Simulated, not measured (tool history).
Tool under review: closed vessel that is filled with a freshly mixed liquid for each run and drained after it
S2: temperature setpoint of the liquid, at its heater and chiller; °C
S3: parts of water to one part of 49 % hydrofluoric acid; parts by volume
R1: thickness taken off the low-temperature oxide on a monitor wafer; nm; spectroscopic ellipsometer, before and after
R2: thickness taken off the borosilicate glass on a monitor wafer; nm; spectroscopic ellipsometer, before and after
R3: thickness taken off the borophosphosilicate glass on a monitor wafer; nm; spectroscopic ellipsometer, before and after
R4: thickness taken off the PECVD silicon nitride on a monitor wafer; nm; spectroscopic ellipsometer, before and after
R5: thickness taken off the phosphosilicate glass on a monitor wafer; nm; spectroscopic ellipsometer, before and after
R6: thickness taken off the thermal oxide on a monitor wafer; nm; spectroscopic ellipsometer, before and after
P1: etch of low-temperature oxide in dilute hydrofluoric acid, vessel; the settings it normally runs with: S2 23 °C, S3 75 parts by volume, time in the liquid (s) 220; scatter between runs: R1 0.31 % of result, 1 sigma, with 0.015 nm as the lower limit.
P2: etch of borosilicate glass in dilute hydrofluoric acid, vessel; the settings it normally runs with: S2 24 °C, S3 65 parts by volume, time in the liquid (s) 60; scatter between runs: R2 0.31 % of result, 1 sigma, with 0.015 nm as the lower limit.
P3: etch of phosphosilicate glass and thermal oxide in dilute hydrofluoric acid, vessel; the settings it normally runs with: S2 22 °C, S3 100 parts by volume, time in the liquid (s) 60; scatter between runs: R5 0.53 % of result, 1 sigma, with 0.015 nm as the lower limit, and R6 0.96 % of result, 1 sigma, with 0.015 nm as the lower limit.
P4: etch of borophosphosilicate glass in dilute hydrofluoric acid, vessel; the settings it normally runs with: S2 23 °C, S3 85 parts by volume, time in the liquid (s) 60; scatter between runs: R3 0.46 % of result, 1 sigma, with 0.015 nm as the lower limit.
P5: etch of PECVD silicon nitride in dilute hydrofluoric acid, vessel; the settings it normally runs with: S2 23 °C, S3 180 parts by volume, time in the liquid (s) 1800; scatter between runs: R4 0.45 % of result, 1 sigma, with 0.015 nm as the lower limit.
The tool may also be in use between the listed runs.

Run 1, day 0.246: process that ran P1, S2 23 °C, S3 75 parts by volume, time in the liquid (s) 220. Result: R1 30.86 nm.
Run 2, day 0.433: process that ran P1, S2 23 °C, S3 30 parts by volume, time in the liquid (s) 220. Result: R1 82.161 nm.
Run 3, day 0.775: process that ran P2, S2 24 °C, S3 30 parts by volume, time in the liquid (s) 60. Result: R2 92.334 nm.
Run 4, day 1.008: process that ran P4, S2 18 °C, S3 85 parts by volume, time in the liquid (s) 60. Result: R3 20.202 nm.
Run 5, day 1.192: process that ran P1, S2 23 °C, S3 75 parts by volume, time in the liquid (s) 410. Result: R1 57.988 nm.
Run 6, day 1.417: process that ran P5, S2 23 °C, S3 180 parts by volume, time in the liquid (s) 1800. Result: R4 46.414 nm.
Run 7, day 1.8: process that ran P5, S2 23 °C, S3 50 parts by volume, time in the liquid (s) 1800. Result: R4 163.24 nm.
Run 8, day 2.196: process that ran P1, S2 29 °C, S3 75 parts by volume, time in the liquid (s) 220. Result: R1 39.35 nm.
Run 9, day 2.371: process that ran P1, S2 23 °C, S3 130 parts by volume, time in the liquid (s) 220. Result: R1 16.751 nm.
Run 10, day 2.588: process that ran P2, S2 24 °C, S3 65 parts by volume, time in the liquid (s) 60. Result: R2 40.882 nm.
Run 11, day 2.808: process that ran P1, S2 23 °C, S3 45 parts by volume, time in the liquid (s) 395. Result: R1 95.9 nm.
Run 12, day 3.142: process that ran P5, S2 17 °C, S3 180 parts by volume, time in the liquid (s) 1800. Result: R4 31.329 nm.
Run 13, day 3.446: process that ran P2, S2 24 °C, S3 65 parts by volume, time in the liquid (s) 30. Result: R2 20.417 nm.
Run 14, day 3.746: process that ran P1, S2 17 °C, S3 75 parts by volume, time in the liquid (s) 220. Result: R1 23.992 nm.
Run 15, day 4.112: process that ran P3, S2 22 °C, S3 100 parts by volume, time in the liquid (s) 60. Result: R5 65.679 nm, R6 2.6442 nm.
Run 16, day 4.5: process that ran P2, S2 32 °C, S3 65 parts by volume, time in the liquid (s) 60. Result: R2 56.046 nm.
Run 17, day 4.675: process that ran P1, S2 23 °C, S3 75 parts by volume, time in the liquid (s) 220. Result: R1 30.87 nm.
Run 18, day 5.042: process that ran P1, S2 23 °C, S3 75 parts by volume, time in the liquid (s) 100. Result: R1 13.998 nm.
Run 19, day 5.325: process that ran P1, S2 23 °C, S3 75 parts by volume, time in the liquid (s) 220. Result: R1 31.025 nm.
Run 20, day 5.658: process that ran P2, S2 24 °C, S3 65 parts by volume, time in the liquid (s) 60. Result: R2 40.967 nm.
Run 21, day 5.904: process that ran P3, S2 27 °C, S3 100 parts by volume, time in the liquid (s) 60. Result: R5 79.973 nm, R6 3.2238 nm.
Run 22, day 6.296: process that ran P4, S2 23 °C, S3 40 parts by volume, time in the liquid (s) 60. Result: R3 56.425 nm.
Run 23, day 6.604: process that ran P3, S2 22 °C, S3 100 parts by volume, time in the liquid (s) 30. Result: R5 32.793 nm, R6 1.3554 nm.
Run 24, day 6.792: process that ran P1, S2 23 °C, S3 75 parts by volume, time in the liquid (s) 220. Result: R1 30.865 nm.
Run 25, day 7.158: process that ran P1, S2 23 °C, S3 75 parts by volume, time in the liquid (s) 220. Result: R1 30.907 nm.
Run 26, day 7.442: process that ran P5, S2 23 °C, S3 180 parts by volume, time in the liquid (s) 2990. Result: R4 76.31 nm.
Run 27, day 7.617: process that ran P4, S2 23 °C, S3 85 parts by volume, time in the liquid (s) 85. Result: R3 35.217 nm.
At day 7.812: hydrofluoric acid flow meter replaced.
Run 28, day 7.988: process that ran P4, S2 23 °C, S3 85 parts by volume, time in the liquid (s) 60. Result: R3 24.922 nm.
Run 29, day 8.321: process that ran P3, S2 22 °C, S3 60 parts by volume, time in the liquid (s) 60. Result: R5 114.39 nm, R6 4.6962 nm.
Run 30, day 8.583: process that ran P4, S2 23 °C, S3 85 parts by volume, time in the liquid (s) 60. Result: R3 25.088 nm.
Run 31, day 8.796: process that ran P3, S2 22 °C, S3 100 parts by volume, time in the liquid (s) 60. Result: R5 65.621 nm, R6 2.7257 nm.

Run 32, settings as shown, results not yet in. Your forecast:
Run 32, day 9.179: process that ran P1, S2 23 °C, S3 75 parts by volume, time in the liquid (s) 220. Result: R1 ?.

R1: 30.867 nm

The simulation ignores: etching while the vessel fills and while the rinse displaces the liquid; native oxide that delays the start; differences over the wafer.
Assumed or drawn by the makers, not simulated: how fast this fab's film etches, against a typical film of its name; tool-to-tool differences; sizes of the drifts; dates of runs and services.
